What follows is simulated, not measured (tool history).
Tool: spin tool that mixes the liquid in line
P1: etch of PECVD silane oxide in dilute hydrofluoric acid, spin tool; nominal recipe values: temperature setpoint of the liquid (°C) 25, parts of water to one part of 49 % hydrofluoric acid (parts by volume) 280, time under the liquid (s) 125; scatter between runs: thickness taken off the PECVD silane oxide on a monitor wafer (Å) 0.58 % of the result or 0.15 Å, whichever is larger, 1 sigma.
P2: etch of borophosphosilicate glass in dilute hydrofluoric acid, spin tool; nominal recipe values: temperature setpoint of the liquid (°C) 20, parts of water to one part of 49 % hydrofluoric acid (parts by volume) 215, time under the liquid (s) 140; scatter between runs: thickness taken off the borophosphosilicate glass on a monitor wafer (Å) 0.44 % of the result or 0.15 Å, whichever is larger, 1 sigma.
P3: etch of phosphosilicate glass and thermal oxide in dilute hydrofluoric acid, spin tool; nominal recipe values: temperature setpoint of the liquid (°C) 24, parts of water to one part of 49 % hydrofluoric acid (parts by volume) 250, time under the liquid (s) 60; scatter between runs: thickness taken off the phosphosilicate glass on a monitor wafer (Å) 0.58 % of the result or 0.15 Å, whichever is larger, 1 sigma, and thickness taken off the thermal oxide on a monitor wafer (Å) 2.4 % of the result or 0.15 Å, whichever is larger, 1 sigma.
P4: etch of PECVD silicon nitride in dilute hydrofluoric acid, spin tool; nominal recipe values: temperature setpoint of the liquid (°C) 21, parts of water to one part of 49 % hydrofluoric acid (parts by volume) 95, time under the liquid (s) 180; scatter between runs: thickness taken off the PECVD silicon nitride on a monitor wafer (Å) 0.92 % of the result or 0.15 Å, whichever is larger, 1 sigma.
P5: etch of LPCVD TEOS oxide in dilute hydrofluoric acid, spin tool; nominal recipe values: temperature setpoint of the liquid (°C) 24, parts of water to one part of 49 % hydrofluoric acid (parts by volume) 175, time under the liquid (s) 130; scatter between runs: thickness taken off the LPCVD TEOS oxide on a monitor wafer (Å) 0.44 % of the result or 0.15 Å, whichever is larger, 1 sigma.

run	hour	process that ran	temperature setpoint of the liquid (°C)	parts of water to one part of 49 % hydrofluoric acid (parts by volume)	time under the liquid (s)	hours since the thermometer was replaced	hours since the hydrofluoric acid flow meter was replaced	thickness taken off the PECVD silane oxide on a monitor wafer (Å)	thickness taken off the borophosphosilicate glass on a monitor wafer (Å)	thickness taken off the LPCVD TEOS oxide on a monitor wafer (Å)	thickness taken off the phosphosilicate glass on a monitor wafer (Å)	thickness taken off the thermal oxide on a monitor wafer (Å)	thickness taken off the PECVD silicon nitride on a monitor wafer (Å)
1	17.4	P1	25	280	125	672.1	1518	115.86					
2	26.2	P2	20	95	140	680.9	1526.8		801.79				
3	35.4	P5	24	175	130	690.1	1536			272.93			
4	44.8	P1	25	280	50	699.5	1545.4	45.659					
5	57.6	P5	24	275	130	712.3	1558.2			158.17			
6	66	P1	25	280	125	720.7	1566.6	115.32					
7	79.1	P1	29.5	420	125	733.8	1579.7	77.353					
8	93.2	P3	19.5	250	60	747.9	1593.8				335.33	8.482	
9	103	P1	21	280	125	757.7	1603.6	100.26					
10	118	P4	21	95	180	772.7	1618.6						28.287
11	126.7	P2	20	215	240	781.4	1627.3		543.81				
12	138.2	P1	25	280	125	792.9	1638.8	114.52					
13	150.2	P1	25	175	125	804.9	1650.8	208.91					
14	169.2	P2	20	215	140	823.9	1669.8		317.74				
15	185.3	P1	25	280	190	840	1685.9	174.79					
16	194.1	P1	25	405	125	848.8	1694.7	70.556					
17	213.3	P5	24	175	220	868	1713.9			463.76			
18	228.2	P4	21	95	330	882.9	1728.8						50.492
19	237.1	P1	25	280	125	891.8	1737.7	116.6					
20	250	P2	27.5	215	140	904.7	1750.6		414.77				
21	262.5	P1	31.5	280	125	917.2	1763.1	143.42					
22	276.9	P4	28	95	180	931.6	1777.5						43.966
23	292.5	P5	31	175	130	947.2	1793.1			353.82			
24	310.6	P1	18.5	280	175	965.3	1811.2	126.97					
25	319.7	P3	24	250	25	974.4	1820.3				165.91	4.1445	
26	329.4	P3	24	250	60	984.1	1830				393.24	9.6023	
# hour 342.2: thermometer replaced
27	345.6	P4	21	95	180	3.5	1846.2						27.146
28	354.7	P3	24	45	60	12.6	1855.3				2800.1	69.562	
29	371.1	P1	25	280	125	29	1871.7	115.34					
30	390.1	P2	20	215	140	48	1890.7		317.97				
31	405.4	P4	21	140	180	63.3	1906						19.025
32	414.8	P1	25	280	125	72.7	1915.4	114.32					
33	424.5	P1	25	280	125	82.4	1925.1	111.99					
34	440.9	P1	25	280	125	98.8	1941.5	110.97					
35	452.1	P1	25	280	125	110	1952.7	107.99					
36	461.9	P1	25	280	125	119.8	1962.5	107.81					
37	480.8	P1	25	280	125	138.7	1981.4	108.15					
38	490.8	P1	25	280	125	148.7	1991.4	108.02					

P1 no longer gives what it gave before; its output has crept away from where it was. The following 2 causes, each at its listed size, fit the log equally well:
A: liquid colder than its thermometer reads (K) = 1.87
B: hydrofluoric acid flow below the setpoint (%) = 4.96
Onset of the creep was near hour 414.8.

The check runs listed below each take one wafer, and their results are still question marks. Under which run would the listed causes lead to clearly different results?
check 1	500.8	P4	21	95	180								?
check 2	500.8	P2	20	215	140				?				
check 3	500.8	P3	24	250	60						?	?	
check 4	500.8	P5	24	175	130					?			

Check results expected under each cause:
check	result	if A	if B
check 1	thickness taken off the PECVD silicon nitride on a monitor wafer (Å)	24.49	26.469
check 2	thickness taken off the borophosphosilicate glass on a monitor wafer (Å)	294.8	297.96
check 3	thickness taken off the phosphosilicate glass on a monitor wafer (Å)	371.39	372.72
check 3	thickness taken off the thermal oxide on a monitor wafer (Å)	9.2381	9.2712
check 4	thickness taken off the LPCVD TEOS oxide on a monitor wafer (Å)	255.19	257.77
Per-check spread between the two closest causes, in the result where they differ most: check 1 7.77 %; check 2 1.07 %; check 3 0.36 %; check 4 1.01 %
Only check 1 tells the causes apart: in the others they would give nearly the same result.

Then check 1 was run and gave: thickness taken off the PECVD silicon nitride on a monitor wafer (Å) 24.705. Which cause is it?

A is the cause: liquid colder than its thermometer reads (K).
